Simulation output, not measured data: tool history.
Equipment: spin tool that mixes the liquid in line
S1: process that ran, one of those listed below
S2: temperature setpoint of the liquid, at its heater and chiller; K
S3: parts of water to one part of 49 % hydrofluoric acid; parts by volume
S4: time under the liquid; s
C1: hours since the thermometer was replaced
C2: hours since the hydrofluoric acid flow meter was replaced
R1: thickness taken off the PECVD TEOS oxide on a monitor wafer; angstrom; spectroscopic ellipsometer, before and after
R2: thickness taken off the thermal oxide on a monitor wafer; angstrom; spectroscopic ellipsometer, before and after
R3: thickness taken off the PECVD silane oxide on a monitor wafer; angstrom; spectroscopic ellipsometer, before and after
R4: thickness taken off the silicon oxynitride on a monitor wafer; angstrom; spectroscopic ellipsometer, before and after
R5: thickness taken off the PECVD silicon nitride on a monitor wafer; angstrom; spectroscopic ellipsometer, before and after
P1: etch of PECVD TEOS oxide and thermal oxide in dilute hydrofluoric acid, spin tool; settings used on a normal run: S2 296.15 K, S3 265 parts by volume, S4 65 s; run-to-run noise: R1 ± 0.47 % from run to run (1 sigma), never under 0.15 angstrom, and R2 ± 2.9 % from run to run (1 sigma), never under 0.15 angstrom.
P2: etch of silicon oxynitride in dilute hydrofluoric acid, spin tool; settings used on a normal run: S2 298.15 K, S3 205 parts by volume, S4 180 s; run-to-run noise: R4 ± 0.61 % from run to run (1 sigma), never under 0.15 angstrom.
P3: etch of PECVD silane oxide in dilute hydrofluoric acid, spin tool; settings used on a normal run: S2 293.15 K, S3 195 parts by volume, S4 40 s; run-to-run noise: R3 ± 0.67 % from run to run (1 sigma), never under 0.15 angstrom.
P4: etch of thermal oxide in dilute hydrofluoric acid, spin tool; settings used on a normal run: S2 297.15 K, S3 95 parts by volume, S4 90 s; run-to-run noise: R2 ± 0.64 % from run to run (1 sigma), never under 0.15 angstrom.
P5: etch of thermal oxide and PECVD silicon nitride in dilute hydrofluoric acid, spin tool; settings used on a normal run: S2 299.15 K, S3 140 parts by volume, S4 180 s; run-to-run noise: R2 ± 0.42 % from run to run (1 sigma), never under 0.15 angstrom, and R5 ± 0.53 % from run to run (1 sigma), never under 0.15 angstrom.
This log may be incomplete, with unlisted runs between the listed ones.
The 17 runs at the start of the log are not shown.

{"run": 18, "hour": 74.6, "S1": "P1", "S2": 296.15, "S3": 445, "S4": 65, "C1": 646.5, "C2": 951.3, "R1": 27.386, "R2": 4.8476}
{"run": 19, "hour": 80.3, "S1": "P1", "S2": 302.15, "S3": 265, "S4": 65, "C1": 652.2, "C2": 957.0, "R1": 67.102, "R2": 11.581}
{"run": 20, "hour": 84.8, "S1": "P4", "S2": 297.15, "S3": 135, "S4": 90, "C1": 656.7, "C2": 961.5, "R2": 31.878}
{"run": 21, "hour": 90.6, "S1": "P1", "S2": 292.15, "S3": 265, "S4": 65, "C1": 662.5, "C2": 967.3, "R1": 47.302, "R2": 7.7801}
{"run": 22, "hour": 94.4, "S1": "P2", "S2": 298.15, "S3": 205, "S4": 305, "C1": 666.3, "C2": 971.1, "R4": 62.433}
{"run": 23, "hour": 99.7, "S1": "P5", "S2": 299.15, "S3": 140, "S4": 180, "C1": 671.6, "C2": 976.4, "R2": 59.552, "R5": 47.716}
{"run": 24, "hour": 102.4, "S1": "P1", "S2": 296.15, "S3": 265, "S4": 65, "C1": 674.3, "C2": 979.1, "R1": 54.407, "R2": 9.3984}
{"run": 25, "hour": 105.9, "S1": "P2", "S2": 294.15, "S3": 205, "S4": 180, "C1": 677.8, "C2": 982.6, "R4": 30.889}
{"run": 26, "hour": 111.8, "S1": "P1", "S2": 301.65, "S3": 360, "S4": 65, "C1": 683.7, "C2": 988.5, "R1": 43.221, "R2": 7.2481}
{"run": 27, "hour": 114.5, "S1": "P1", "S2": 296.15, "S3": 265, "S4": 65, "C1": 686.4, "C2": 991.2, "R1": 53.732, "R2": 9.2652}
{"run": 28, "hour": 119.2, "S1": "P3", "S2": 290.15, "S3": 195, "S4": 40, "C1": 691.1, "C2": 995.9, "R3": 37.836}
{"run": 29, "hour": 122.3, "S1": "P4", "S2": 297.15, "S3": 95, "S4": 90, "C1": 694.2, "C2": 999.0, "R2": 47.263}
{"run": 30, "hour": 127.4, "S1": "P5", "S2": 299.15, "S3": 140, "S4": 320, "C1": 699.3, "C2": 1004.1, "R2": 105.22, "R5": 85.404}
{"run": 31, "hour": 131.3, "S1": "P4", "S2": 297.15, "S3": 95, "S4": 90, "C1": 703.2, "C2": 1008.0, "R2": 47.066}
{"run": 32, "hour": 134.8, "S1": "P5", "S2": 299.15, "S3": 70, "S4": 180, "C1": 706.7, "C2": 1011.5, "R2": 130.15, "R5": 94.647}
{"run": 33, "hour": 140.4, "S1": "P1", "S2": 296.15, "S3": 265, "S4": 65, "C1": 712.3, "C2": 1017.1, "R1": 54.215, "R2": 9.4127}
{"run": 34, "hour": 146.1, "S1": "P1", "S2": 296.15, "S3": 265, "S4": 65, "C1": 718.0, "C2": 1022.8, "R1": 55.531, "R2": 8.9356}
{"run": 35, "hour": 150.5, "S1": "P1", "S2": 296.15, "S3": 265, "S4": 65, "C1": 722.4, "C2": 1027.2, "R1": 56.517, "R2": 9.5099}
{"run": 36, "hour": 153.8, "S1": "P1", "S2": 296.15, "S3": 265, "S4": 65, "C1": 725.7, "C2": 1030.5, "R1": 57.259, "R2": 9.1896}
{"run": 37, "hour": 159.6, "S1": "P1", "S2": 296.15, "S3": 265, "S4": 65, "C1": 731.5, "C2": 1036.3, "R1": 57.463, "R2": 10.098}
{"run": 38, "hour": 163.5, "S1": "P1", "S2": 296.15, "S3": 265, "S4": 65, "C1": 735.4, "C2": 1040.2, "R1": 57.953, "R2": 9.8789}
{"run": 39, "hour": 169.1, "S1": "P1", "S2": 296.15, "S3": 265, "S4": 65, "C1": 741.0, "C2": 1045.8, "R1": 57.498, "R2": 10.109}
{"run": 40, "hour": 174.3, "S1": "P1", "S2": 296.15, "S3": 265, "S4": 65, "C1": 746.2, "C2": 1051.0, "R1": 57.749, "R2": 9.506}
{"run": 41, "hour": 179.0, "S1": "P1", "S2": 296.15, "S3": 265, "S4": 65, "C1": 750.9, "C2": 1055.7, "R1": 57.782, "R2": 10.032}

Forecast run 42:
{"run": 42, "hour": 184.4, "S1": "P1", "S2": 296.15, "S3": 265, "S4": 65, "C1": 756.3, "C2": 1061.1, "R1": "?", "R2": "?"}

For run 42 the tool returned R1 57.915 angstrom, R2 10.1740 angstrom.
